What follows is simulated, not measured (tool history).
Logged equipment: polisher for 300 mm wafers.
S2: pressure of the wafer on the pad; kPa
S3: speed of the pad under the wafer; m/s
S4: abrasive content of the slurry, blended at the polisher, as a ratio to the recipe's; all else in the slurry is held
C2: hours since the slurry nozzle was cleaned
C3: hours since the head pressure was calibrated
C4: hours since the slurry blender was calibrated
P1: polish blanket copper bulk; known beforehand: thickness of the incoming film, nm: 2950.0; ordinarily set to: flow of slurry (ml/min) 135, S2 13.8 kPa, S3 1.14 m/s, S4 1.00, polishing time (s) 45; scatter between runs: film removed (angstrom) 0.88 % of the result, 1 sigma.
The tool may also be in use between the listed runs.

Run 1, day 0.292: flow of slurry (ml/min) 135, S2 13.8 kPa, S3 1.14 m/s, S4 1.00, polishing time (s) 45; wafers polished on this pad 807; C2 225.6; C3 170.5; C4 226.4. Result: film removed (angstrom) 3931.3.
Run 2, day 0.733: flow of slurry (ml/min) 135, S2 13.8 kPa, S3 1.14 m/s, S4 1.25, polishing time (s) 45; wafers polished on this pad 917; C2 236.2; C3 181.1; C4 237.0. Result: film removed (angstrom) 4206.5.
Run 3, day 1.021: flow of slurry (ml/min) 135, S2 8.3 kPa, S3 1.14 m/s, S4 1.00, polishing time (s) 28; wafers polished on this pad 988; C2 243.1; C3 188.0; C4 243.9. Result: film removed (angstrom) 1513.1.
At day 1.354: head pressure recalibrated.
Run 4, day 1.358: flow of slurry (ml/min) 135, S2 13.8 kPa, S3 1.72 m/s, S4 1.00, polishing time (s) 45; wafers polished on this pad 1071; C2 251.2; C3 0.2; C4 252.0. Result: film removed (angstrom) 6114.5.
Run 5, day 1.846: flow of slurry (ml/min) 135, S2 13.8 kPa, S3 1.14 m/s, S4 0.50, polishing time (s) 45; wafers polished on this pad 1192; C2 262.9; C3 11.9; C4 263.7. Result: film removed (angstrom) 3398.4.
Run 6, day 2.329: flow of slurry (ml/min) 135, S2 13.8 kPa, S3 1.14 m/s, S4 1.00, polishing time (s) 71; wafers polished on this pad 1312; C2 274.5; C3 23.5; C4 275.3. Result: film removed (angstrom) 6242.0.
Run 7, day 2.692: flow of slurry (ml/min) 135, S2 13.8 kPa, S3 0.60 m/s, S4 1.00, polishing time (s) 45; wafers polished on this pad 1401; C2 283.2; C3 32.2; C4 284.0. Result: film removed (angstrom) 2064.6.
Run 8, day 3.125: flow of slurry (ml/min) 135, S2 13.8 kPa, S3 1.14 m/s, S4 1.00, polishing time (s) 20; wafers polished on this pad 1509; C2 293.6; C3 42.6; C4 294.4. Result: film removed (angstrom) 1774.5.
Run 9, day 3.621: flow of slurry (ml/min) 135, S2 22.1 kPa, S3 1.14 m/s, S4 1.00, polishing time (s) 45; wafers polished on this pad 1631; C2 305.5; C3 54.5; C4 306.3. Result: film removed (angstrom) 6330.0.
Run 10, day 3.929: flow of slurry (ml/min) 80, S2 13.8 kPa, S3 1.14 m/s, S4 1.00, polishing time (s) 45; wafers polished on this pad 1708; C2 312.9; C3 61.9; C4 313.7. Result: film removed (angstrom) 3498.8.
Run 11, day 4.200: flow of slurry (ml/min) 135, S2 6.9 kPa, S3 1.48 m/s, S4 1.00, polishing time (s) 45; wafers polished on this pad 1775; C2 319.4; C3 68.4; C4 320.2. Result: film removed (angstrom) 2540.4.
Run 12, day 4.721: flow of slurry (ml/min) 135, S2 13.8 kPa, S3 1.14 m/s, S4 1.00, polishing time (s) 45; wafers polished on this pad 1904; C2 331.9; C3 80.9; C4 332.7. Result: film removed (angstrom) 3968.0.
Run 13, day 5.138: flow of slurry (ml/min) 135, S2 13.8 kPa, S3 1.14 m/s, S4 1.00, polishing time (s) 45; wafers polished on this pad 2007; C2 341.9; C3 90.9; C4 342.7. Result: film removed (angstrom) 3974.9.
Run 14, day 5.629: flow of slurry (ml/min) 135, S2 6.2 kPa, S3 1.14 m/s, S4 1.00, polishing time (s) 45; wafers polished on this pad 2129; C2 353.7; C3 102.7; C4 354.5. Result: film removed (angstrom) 1806.5.
Run 15, day 6.117: flow of slurry (ml/min) 200, S2 13.8 kPa, S3 0.84 m/s, S4 1.00, polishing time (s) 45; wafers polished on this pad 2249; C2 365.4; C3 114.4; C4 366.2. Result: film removed (angstrom) 3126.3.
Run 16, day 6.354: flow of slurry (ml/min) 135, S2 13.8 kPa, S3 1.14 m/s, S4 1.00, polishing time (s) 45; wafers polished on this pad 2308; C2 371.1; C3 120.1; C4 371.9. Result: film removed (angstrom) 3938.2.
Run 17, day 6.838: flow of slurry (ml/min) 195, S2 13.8 kPa, S3 1.14 m/s, S4 1.00, polishing time (s) 45; wafers polished on this pad 2428; C2 382.7; C3 131.7; C4 383.5. Result: film removed (angstrom) 4242.9.
Run 18, day 7.342: flow of slurry (ml/min) 135, S2 13.8 kPa, S3 1.14 m/s, S4 1.00, polishing time (s) 45; wafers polished on this pad 2553; C2 394.8; C3 143.8; C4 395.6. Result: film removed (angstrom) 3949.2.
Run 19, day 7.742: flow of slurry (ml/min) 135, S2 13.8 kPa, S3 1.14 m/s, S4 1.00, polishing time (s) 45; wafers polished on this pad 2652; C2 404.4; C3 153.4; C4 405.2. Result: film removed (angstrom) 3819.3.
Run 20, day 7.992: flow of slurry (ml/min) 135, S2 13.8 kPa, S3 1.14 m/s, S4 1.00, polishing time (s) 45; wafers polished on this pad 2714; C2 410.4; C3 159.4; C4 411.2. Result: film removed (angstrom) 3821.3.
Run 21, day 8.333: flow of slurry (ml/min) 135, S2 13.8 kPa, S3 1.14 m/s, S4 1.00, polishing time (s) 45; wafers polished on this pad 2798; C2 418.6; C3 167.6; C4 419.4. Result: film removed (angstrom) 3737.5.
Run 22, day 8.733: flow of slurry (ml/min) 135, S2 13.8 kPa, S3 1.14 m/s, S4 1.00, polishing time (s) 45; wafers polished on this pad 2897; C2 428.2; C3 177.2; C4 429.0. Result: film removed (angstrom) 3710.2.
At day 8.850: slurry blender recalibrated.
At day 8.896: worn pad replaced by a new one.
Run 23, day 9.158: flow of slurry (ml/min) 135, S2 13.8 kPa, S3 1.14 m/s, S4 1.00, polishing time (s) 45; wafers polished on this pad 65; C2 438.4; C3 187.4; C4 7.5. Result: film removed (angstrom) 3688.5.

Run 24 has not been measured yet. What should we expect?
Run 24, day 9.554: flow of slurry (ml/min) 135, S2 13.8 kPa, S3 1.14 m/s, S4 1.00, polishing time (s) 45; wafers polished on this pad 163; C2 447.9; C3 196.9; C4 17.0. Result: film removed (angstrom) ?.

film removed (angstrom): 3656.5
